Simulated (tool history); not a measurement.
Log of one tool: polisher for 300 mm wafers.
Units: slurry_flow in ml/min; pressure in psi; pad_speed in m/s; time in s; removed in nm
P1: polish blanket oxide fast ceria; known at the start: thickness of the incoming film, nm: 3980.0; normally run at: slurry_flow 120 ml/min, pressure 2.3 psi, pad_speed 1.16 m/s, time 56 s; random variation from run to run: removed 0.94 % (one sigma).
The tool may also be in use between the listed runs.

run 1 day=0.462 | slurry_flow=120 pressure=2.3 pad_speed=1.16 time=56 | removed=804.05
run 2 day=0.871 | slurry_flow=120 pressure=2.3 pad_speed=1.16 time=33 | removed=476.51
run 3 day=1.408 | slurry_flow=120 pressure=1.1 pad_speed=1.16 time=56 | removed=389.49
run 4 day=1.850 | slurry_flow=120 pressure=1.3 pad_speed=1.76 time=56 | removed=681.38
run 5 day=2.417 | slurry_flow=70 pressure=2.3 pad_speed=1.16 time=56 | removed=708.73
run 6 day=3.075 | slurry_flow=120 pressure=2.3 pad_speed=1.16 time=90 | removed=1320.50
run 7 day=3.696 | slurry_flow=120 pressure=3.0 pad_speed=1.16 time=56 | removed=1047.00
run 8 day=4.275 | slurry_flow=120 pressure=2.3 pad_speed=1.16 time=56 | removed=817.09
run 9 day=4.629 | slurry_flow=120 pressure=2.3 pad_speed=1.68 time=56 | removed=1187.80
run 10 day=4.938 | slurry_flow=120 pressure=2.3 pad_speed=1.16 time=56 | removed=806.28
run 11 day=5.312 | slurry_flow=165 pressure=2.3 pad_speed=1.16 time=56 | removed=854.18
run 12 day=5.642 | slurry_flow=120 pressure=2.3 pad_speed=1.16 time=56 | removed=811.24
run 13 day=5.958 | slurry_flow=120 pressure=2.3 pad_speed=1.16 time=56 | removed=805.99
run 14 day=6.254 | slurry_flow=120 pressure=2.3 pad_speed=1.16 time=56 | removed=813.00
run 15 day=6.650 | slurry_flow=120 pressure=2.3 pad_speed=1.44 time=37 | removed=656.54
run 16 day=6.950 | slurry_flow=120 pressure=2.3 pad_speed=0.60 time=56 | removed=413.72
run 17 day=7.504 | slurry_flow=120 pressure=2.3 pad_speed=1.16 time=56 | removed=803.63
run 18 day=8.062 | slurry_flow=120 pressure=2.3 pad_speed=1.16 time=56 | removed=776.62
run 19 day=8.638 | slurry_flow=120 pressure=2.3 pad_speed=1.16 time=56 | removed=756.51
run 20 day=8.967 | slurry_flow=120 pressure=2.3 pad_speed=1.16 time=56 | removed=750.84
run 21 day=9.583 | slurry_flow=120 pressure=2.3 pad_speed=1.16 time=56 | removed=731.13
run 22 day=10.233 | slurry_flow=120 pressure=2.3 pad_speed=1.16 time=56 | removed=741.87
run 23 day=10.821 | slurry_flow=120 pressure=2.3 pad_speed=1.16 time=56 | removed=716.07
-- day=10.871 worn pad replaced by a new one
run 24 day=11.283 | slurry_flow=120 pressure=2.3 pad_speed=1.16 time=56 | removed=736.22
run 25 day=11.758 | slurry_flow=120 pressure=2.3 pad_speed=1.16 time=56 | removed=720.86
run 26 day=12.412 | slurry_flow=120 pressure=2.3 pad_speed=1.16 time=56 | removed=723.28

What P1 gives has crept away from where it was. These 2 causes fit the log equally well, each at the size given:
A: head's pressure below its setpoint, % = 10.7
B: slurry flow missing at the pad, % = 35.6
The creep began at about day 7.504.
Why every other cause is out:
removal rate lost through wear of the pad, %: serviced at day 10.871, which brought nothing back

4 check runs are offered, each on 2 wafers whose results are averaged, their results left as question marks. Which one tells the causes apart?
run check 1 day=13.067 | slurry_flow=120 pressure=1.5 pad_speed=1.16 time=56 | removed=?
run check 2 day=13.067 | slurry_flow=120 pressure=1.7 pad_speed=1.16 time=38 | removed=?
run check 3 day=13.067 | slurry_flow=70 pressure=2.3 pad_speed=1.16 time=56 | removed=?
run check 4 day=13.067 | slurry_flow=120 pressure=2.3 pad_speed=1.66 time=56 | removed=?

What each check would give under each cause:
check=check_1 result=removed if_A=471.49 if_B=471.25
check=check_2 result=removed if_A=362.60 if_B=362.41
check=check_3 result=removed if_A=624.90 if_B=585.44
check=check_4 result=removed if_A=1034.60 if_B=1034.00
How far apart the two closest causes lie, in the result that separates them most: check 1 0.05 %; check 2 0.05 %; check 3 6.52 %; check 4 0.05 %
Only check 3 tells the causes apart: in the others they would give nearly the same result.

Check 3 was then run and gave: removed 618.87 nm. Which cause is it?

It is A: head's pressure below its setpoint, %.
